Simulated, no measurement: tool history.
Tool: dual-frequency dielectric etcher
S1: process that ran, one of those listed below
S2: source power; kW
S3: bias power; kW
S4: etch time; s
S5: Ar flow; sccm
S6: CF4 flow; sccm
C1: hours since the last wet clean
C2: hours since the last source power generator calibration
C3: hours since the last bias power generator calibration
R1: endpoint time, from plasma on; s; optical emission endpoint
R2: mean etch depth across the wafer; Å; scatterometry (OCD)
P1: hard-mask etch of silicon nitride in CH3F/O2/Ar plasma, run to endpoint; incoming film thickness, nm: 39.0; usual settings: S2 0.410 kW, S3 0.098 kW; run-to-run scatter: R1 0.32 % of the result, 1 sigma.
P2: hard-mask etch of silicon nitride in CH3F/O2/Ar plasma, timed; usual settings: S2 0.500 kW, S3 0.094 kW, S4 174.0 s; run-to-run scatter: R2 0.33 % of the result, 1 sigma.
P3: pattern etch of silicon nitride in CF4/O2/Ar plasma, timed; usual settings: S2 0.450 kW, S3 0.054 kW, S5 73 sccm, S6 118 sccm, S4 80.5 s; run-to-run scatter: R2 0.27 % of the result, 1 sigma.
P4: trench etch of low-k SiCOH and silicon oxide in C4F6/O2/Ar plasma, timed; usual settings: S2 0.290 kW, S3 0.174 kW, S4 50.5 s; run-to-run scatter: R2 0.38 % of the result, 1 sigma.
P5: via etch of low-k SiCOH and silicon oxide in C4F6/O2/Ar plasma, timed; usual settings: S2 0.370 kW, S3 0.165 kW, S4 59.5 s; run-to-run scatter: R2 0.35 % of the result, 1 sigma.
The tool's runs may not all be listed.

run,hour,S1,S2,S3,S4,S5,S6,C1,C2,C3,R1,R2
1,6.4,P1,0.410,0.098,,,,324.3,1307.3,3212.6,52.071,
2,12.5,P2,0.500,0.094,174.0,,,330.4,1313.4,3218.7,,1439.00
3,22.3,P1,0.250,0.098,,,,340.2,1323.2,3228.5,62.452,
4,30.2,P1,0.410,0.117,,,,348.1,1331.1,3236.4,48.856,
5,40.4,P4,0.290,0.174,50.5,,,358.3,1341.3,3246.6,,1474.90
6,51.6,P5,0.370,0.230,59.5,,,369.5,1352.5,3257.8,,1604.70
7,62.7,P2,0.500,0.094,174.0,,,380.6,1363.6,3268.9,,1456.40
8,76.2,P1,0.410,0.064,,,,394.1,1377.1,3282.4,60.535,
9,89.9,P3,0.450,0.054,80.5,73,118,407.8,1390.8,3296.1,,1562.40
# hour 93.1: source power generator calibrated
10,100.3,P3,0.450,0.054,80.5,73,70,418.2,7.2,3306.5,,1468.60
11,109.7,P3,0.450,0.054,100.0,73,118,427.6,16.6,3315.9,,1940.70
12,118.6,P1,0.540,0.098,,,,436.5,25.5,3324.8,46.702,
13,129.1,P4,0.290,0.174,28.0,,,447.0,36.0,3335.3,,817.06
14,137.0,P1,0.410,0.098,,,,454.9,43.9,3343.2,51.970,
15,149.3,P2,0.500,0.059,174.0,,,467.2,56.2,3355.5,,1226.50
16,160.4,P3,0.450,0.068,80.5,73,118,478.3,67.3,3366.6,,1703.10
17,170.6,P4,0.290,0.222,50.5,,,488.5,77.5,3376.8,,1587.70
18,178.2,P1,0.500,0.079,,,,496.1,85.1,3384.4,51.964,
19,191.1,P5,0.300,0.165,59.5,,,509.0,98.0,3397.3,,1323.00
20,197.9,P4,0.290,0.174,50.5,,,515.8,104.8,3404.1,,1466.40
21,209.9,P5,0.370,0.165,59.5,,,527.8,116.8,3416.1,,1445.20
22,221.7,P3,0.450,0.054,80.5,53,118,539.6,128.6,3427.9,,1605.50
23,232.4,P4,0.390,0.174,50.5,,,550.3,139.3,3438.6,,1653.20
24,241.2,P3,0.450,0.054,80.5,73,118,559.1,148.1,3447.4,,1554.60
25,251.0,P3,0.320,0.054,80.5,73,118,568.9,157.9,3457.2,,1156.90
26,260.7,P1,0.410,0.098,,,,578.6,167.6,3466.9,52.187,
27,267.9,P2,0.500,0.094,246.0,,,585.8,174.8,3474.1,,2048.90
# hour 270.8: bias power generator calibrated
28,278.5,P1,0.410,0.098,,,,596.4,185.4,7.8,52.073,
29,290.0,P2,0.690,0.094,174.0,,,607.9,196.9,19.3,,1636.00
30,300.0,P5,0.370,0.165,59.5,,,617.9,206.9,29.3,,1436.00

The next listed run, before its measurement:
31,313.6,P5,0.370,0.165,78.0,,,631.5,220.5,42.9,,?

R2: 1889.90 Å
